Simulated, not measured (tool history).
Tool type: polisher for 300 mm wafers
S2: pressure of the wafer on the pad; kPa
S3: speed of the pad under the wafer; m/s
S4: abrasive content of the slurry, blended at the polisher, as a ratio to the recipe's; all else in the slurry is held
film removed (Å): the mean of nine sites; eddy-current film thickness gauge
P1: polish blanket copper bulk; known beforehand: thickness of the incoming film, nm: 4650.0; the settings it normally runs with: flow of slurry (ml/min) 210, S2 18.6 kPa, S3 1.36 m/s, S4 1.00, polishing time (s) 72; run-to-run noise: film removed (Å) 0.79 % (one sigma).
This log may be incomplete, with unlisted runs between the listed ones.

run 1 day=0.258 | flow_of_slurry_(ml/min)=210 S2=18.6 S3=1.36 S4=1.00 polishing_time_(s)=72 | film_removed_(Å)=9284.5
run 2 day=0.512 | flow_of_slurry_(ml/min)=210 S2=18.6 S3=1.36 S4=1.00 polishing_time_(s)=102 | film_removed_(Å)=13227.0
run 3 day=0.662 | flow_of_slurry_(ml/min)=210 S2=18.6 S3=1.36 S4=1.45 polishing_time_(s)=72 | film_removed_(Å)=10197.0
run 4 day=0.779 | flow_of_slurry_(ml/min)=210 S2=13.8 S3=1.36 S4=1.00 polishing_time_(s)=51 | film_removed_(Å)=4883.5
run 5 day=1.025 | flow_of_slurry_(ml/min)=210 S2=26.9 S3=1.36 S4=1.00 polishing_time_(s)=72 | film_removed_(Å)=13500.0
run 6 day=1.212 | flow_of_slurry_(ml/min)=210 S2=18.6 S3=1.36 S4=1.00 polishing_time_(s)=72 | film_removed_(Å)=9336.4
run 7 day=1.404 | flow_of_slurry_(ml/min)=210 S2=18.6 S3=0.62 S4=1.00 polishing_time_(s)=72 | film_removed_(Å)=4236.3
run 8 day=1.550 | flow_of_slurry_(ml/min)=210 S2=18.6 S3=1.36 S4=0.60 polishing_time_(s)=72 | film_removed_(Å)=8330.6
run 9 day=1.721 | flow_of_slurry_(ml/min)=210 S2=18.6 S3=1.36 S4=1.00 polishing_time_(s)=72 | film_removed_(Å)=9360.4
run 10 day=1.862 | flow_of_slurry_(ml/min)=210 S2=12.4 S3=1.36 S4=1.25 polishing_time_(s)=72 | film_removed_(Å)=6459.3
run 11 day=1.975 | flow_of_slurry_(ml/min)=210 S2=18.6 S3=1.36 S4=1.00 polishing_time_(s)=72 | film_removed_(Å)=9436.8
run 12 day=2.104 | flow_of_slurry_(ml/min)=210 S2=18.6 S3=1.82 S4=1.00 polishing_time_(s)=72 | film_removed_(Å)=12460.0
run 13 day=2.342 | flow_of_slurry_(ml/min)=210 S2=18.6 S3=1.36 S4=1.00 polishing_time_(s)=36 | film_removed_(Å)=4664.3
run 14 day=2.525 | flow_of_slurry_(ml/min)=210 S2=11.0 S3=1.36 S4=1.00 polishing_time_(s)=72 | film_removed_(Å)=5590.1

For run 15, what comes out?
run 15 day=2.758 | flow_of_slurry_(ml/min)=210 S2=18.6 S3=1.36 S4=1.00 polishing_time_(s)=72 | film_removed_(Å)=?

{"run 15": {"film removed (Å)": 9479.2}}
